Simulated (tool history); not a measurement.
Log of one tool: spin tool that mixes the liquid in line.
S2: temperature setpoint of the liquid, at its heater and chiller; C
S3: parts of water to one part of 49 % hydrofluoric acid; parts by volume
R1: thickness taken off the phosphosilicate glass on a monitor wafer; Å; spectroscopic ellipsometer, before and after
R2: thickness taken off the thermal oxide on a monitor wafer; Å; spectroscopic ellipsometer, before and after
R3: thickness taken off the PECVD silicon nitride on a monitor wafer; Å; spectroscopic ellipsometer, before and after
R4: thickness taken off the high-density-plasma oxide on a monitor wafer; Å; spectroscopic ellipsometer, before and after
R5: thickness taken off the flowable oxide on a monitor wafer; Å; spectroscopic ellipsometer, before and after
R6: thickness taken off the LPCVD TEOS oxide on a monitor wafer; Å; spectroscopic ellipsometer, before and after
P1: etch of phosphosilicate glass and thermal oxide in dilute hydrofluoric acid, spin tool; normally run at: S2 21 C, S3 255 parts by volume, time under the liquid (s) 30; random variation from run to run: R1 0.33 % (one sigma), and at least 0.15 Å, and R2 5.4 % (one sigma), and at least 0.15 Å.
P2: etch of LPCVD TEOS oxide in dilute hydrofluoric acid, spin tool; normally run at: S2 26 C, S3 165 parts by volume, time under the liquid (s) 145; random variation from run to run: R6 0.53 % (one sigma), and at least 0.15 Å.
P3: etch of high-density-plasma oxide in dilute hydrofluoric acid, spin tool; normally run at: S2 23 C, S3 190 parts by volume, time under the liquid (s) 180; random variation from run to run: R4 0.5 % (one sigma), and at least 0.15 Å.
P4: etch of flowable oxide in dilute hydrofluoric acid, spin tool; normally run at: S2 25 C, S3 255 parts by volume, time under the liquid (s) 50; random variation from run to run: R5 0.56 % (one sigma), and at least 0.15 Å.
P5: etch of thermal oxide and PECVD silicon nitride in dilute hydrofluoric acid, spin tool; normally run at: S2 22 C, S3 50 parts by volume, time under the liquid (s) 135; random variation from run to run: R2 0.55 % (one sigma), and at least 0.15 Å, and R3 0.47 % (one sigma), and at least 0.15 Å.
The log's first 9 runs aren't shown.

{"run": 10, "hour": 57.2, "process that ran": "P4", "S2": 17, "S3": 255, "time under the liquid (s)": 50, "R5": 39.989}
{"run": 11, "hour": 62.8, "process that ran": "P1", "S2": 17, "S3": 255, "time under the liquid (s)": 30, "R1": 107.23, "R2": 3.9134}
{"run": 12, "hour": 70.7, "process that ran": "P2", "S2": 26, "S3": 165, "time under the liquid (s)": 145, "R6": 491.31}
{"run": 13, "hour": 75.4, "process that ran": "P2", "S2": 26, "S3": 165, "time under the liquid (s)": 255, "R6": 861.22}
{"run": 14, "hour": 81.2, "process that ran": "P1", "S2": 21, "S3": 350, "time under the liquid (s)": 30, "R1": 83.012, "R2": 2.7281}
{"run": 15, "hour": 88.7, "process that ran": "P4", "S2": 25, "S3": 255, "time under the liquid (s)": 50, "R5": 54.407}
{"run": 16, "hour": 94.4, "process that ran": "P1", "S2": 21, "S3": 255, "time under the liquid (s)": 30, "R1": 123.65, "R2": 4.1888}
{"run": 17, "hour": 99.2, "process that ran": "P1", "S2": 21, "S3": 70, "time under the liquid (s)": 15, "R1": 275.07, "R2": 9.1891}
{"run": 18, "hour": 107.2, "process that ran": "P5", "S2": 22, "S3": 50, "time under the liquid (s)": 135, "R2": 127.84, "R3": 132.48}
{"run": 19, "hour": 113.6, "process that ran": "P1", "S2": 21, "S3": 255, "time under the liquid (s)": 30, "R1": 123.76, "R2": 4.3887}
{"run": 20, "hour": 121.7, "process that ran": "P1", "S2": 21, "S3": 255, "time under the liquid (s)": 30, "R1": 123.45, "R2": 4.3347}
{"run": 21, "hour": 128.2, "process that ran": "P1", "S2": 21, "S3": 255, "time under the liquid (s)": 15, "R1": 62.066, "R2": 2.2954}
{"run": 22, "hour": 132.7, "process that ran": "P1", "S2": 21, "S3": 460, "time under the liquid (s)": 15, "R1": 28.735, "R2": 1.1454}
{"run": 23, "hour": 138.7, "process that ran": "P3", "S2": 17, "S3": 190, "time under the liquid (s)": 180, "R4": 33.179}
{"run": 24, "hour": 142.4, "process that ran": "P1", "S2": 21, "S3": 255, "time under the liquid (s)": 30, "R1": 123.89, "R2": 4.0617}
{"run": 25, "hour": 149.1, "process that ran": "P3", "S2": 23, "S3": 190, "time under the liquid (s)": 275, "R4": 63.836}
{"run": 26, "hour": 153.3, "process that ran": "P5", "S2": 22, "S3": 50, "time under the liquid (s)": 135, "R2": 127.32, "R3": 131.56}
{"run": 27, "hour": 158.2, "process that ran": "P5", "S2": 22, "S3": 20, "time under the liquid (s)": 135, "R2": 326.8, "R3": 322.21}

Run 28 comes next. What will it give?
{"run": 28, "hour": 164.5, "process that ran": "P1", "S2": 21, "S3": 255, "time under the liquid (s)": 60, "R1": "?", "R2": "?"}

R1: 247.3 Å
R2: 8.431 Å
